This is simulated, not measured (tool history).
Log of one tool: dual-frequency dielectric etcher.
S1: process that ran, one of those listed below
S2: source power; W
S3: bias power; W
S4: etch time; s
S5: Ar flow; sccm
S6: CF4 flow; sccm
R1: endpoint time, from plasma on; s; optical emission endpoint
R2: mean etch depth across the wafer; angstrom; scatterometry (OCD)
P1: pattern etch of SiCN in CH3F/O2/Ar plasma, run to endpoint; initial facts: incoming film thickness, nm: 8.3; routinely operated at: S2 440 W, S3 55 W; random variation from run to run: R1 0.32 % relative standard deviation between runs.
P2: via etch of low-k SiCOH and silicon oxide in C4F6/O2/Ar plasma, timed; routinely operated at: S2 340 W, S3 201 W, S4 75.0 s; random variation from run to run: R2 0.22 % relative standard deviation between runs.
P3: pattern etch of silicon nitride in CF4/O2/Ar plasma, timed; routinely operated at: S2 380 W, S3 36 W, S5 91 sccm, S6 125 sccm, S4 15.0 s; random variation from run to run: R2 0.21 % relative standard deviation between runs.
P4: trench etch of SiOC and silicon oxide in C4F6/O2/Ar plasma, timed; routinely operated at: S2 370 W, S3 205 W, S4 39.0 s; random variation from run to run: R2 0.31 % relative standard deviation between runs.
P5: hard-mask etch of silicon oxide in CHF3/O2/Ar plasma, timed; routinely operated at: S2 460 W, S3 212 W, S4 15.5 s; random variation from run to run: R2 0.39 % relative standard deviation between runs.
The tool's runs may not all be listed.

run   hour  S1   S2   S3     S4   S5   S6      R1       R2
  1    5.6  P1  440   55                   23.672
  2   12.4  P2  340  201  106.5                    2831.00
  3   16.6  P4  370  205   25.0                     501.00
  4   23.4  P1  440   69                   21.803
  5   28.9  P4  370  121   39.0                     664.78
  6   34.2  P1  360   74                   23.112
  7   40.2  P5  460  252   15.5                     312.37
  8   49.5  P3  380   36   15.0   91  125           205.87
  9   55.6  P1  440   43                   25.510
 10   60.7  P1  540   55                   21.812
 11   67.4  P1  440   55                   23.744
 12   75.5  P3  380   36   15.0  113  125           201.04
 13   81.1  P4  480  205   39.0                     865.91
 14   85.7  P1  440   55                   23.601
 15   91.5  P1  440   55                   23.636
 16   99.8  P2  460  201   75.0                    2241.40
 17  104.1  P2  340  201   75.0                    2004.10
 18  109.3  P1  580   33                   24.758
 19  118.6  P1  290   55                   27.844
 20  123.3  P3  380   36   20.0   91  125           275.21
 21  130.2  P5  370  212   15.5                     271.95
 22  137.0  P5  460  212   10.5                     197.79
 23  144.0  P3  380   25   15.0   91  125           183.31
 24  148.2  P5  460  212   15.5                     292.58
 25  157.3  P3  260   36   15.0   91  125           147.62
 26  165.4  P4  370  205   39.0                     781.19
 27  174.1  P2  340  148   75.0                    1813.40
 28  182.9  P4  370  205   39.0                     782.31
     186.2  -- source power generator calibrated
 29  191.9  P3  380   36   15.0   91  150           211.01
 30  200.8  P1  440   55                   23.714
 31  207.6  P1  440   55                   23.590
 32  213.9  P1  440   55                   23.766
 33  222.8  P1  440   55                   23.925
 34  227.4  P1  440   55                   23.945
 35  234.4  P1  440   55                   23.996
     242.3  -- wet clean of the chamber
 36  242.3  P1  440   55                   23.996
 37  248.5  P1  440   55                   24.032
 38  257.7  P1  440   55                   24.068
 39  263.4  P1  440   55                   24.008
 40  271.7  P1  440   55                   23.976
 41  278.0  P1  440   55                   24.085

Compared with where it was, what P1 gives has crept away. Each cause listed below fits the log as well as the rest, at the size given for it:
A: bias power that arrives under what is set, % = 4.88
B: source power that arrives under what is set, % = 4.18
Creep in the process output first set in at about hour 207.6.
Ruled out, with reasons:
chamber walls in a state that lowers the etch rate, %: serviced at hour 242.3, which brought nothing back

4 check runs are offered, one wafer each, their results left as question marks. Which one tells the causes apart?
check 1  284.3  P2  340  201  75.0                ?
check 2  284.3  P4  370  205  39.0                ?
check 3  284.3  P5  460  212  15.5                ?
check 4  284.3  P3  380   36  15.0  91  125       ?

Expected result of each check under each candidate cause:
  check  result     if A     if B
check 1      R2  1963.40  1963.00
check 2      R2   770.46   770.32
check 3      R2   288.05   288.48
check 4      R2   203.14   198.99
How far apart the two closest causes lie, in the result that separates them most: check 1 0.02 %; check 2 0.02 %; check 3 0.15 %; check 4 2.07 %
The other checks would show nearly matching results whichever cause is true, so check 4 is the only one that separates the causes.

Running check 4 produced the following: R2 198.81 angstrom. Which one of the listed causes fits?

The cause is B: source power that arrives under what is set, %.
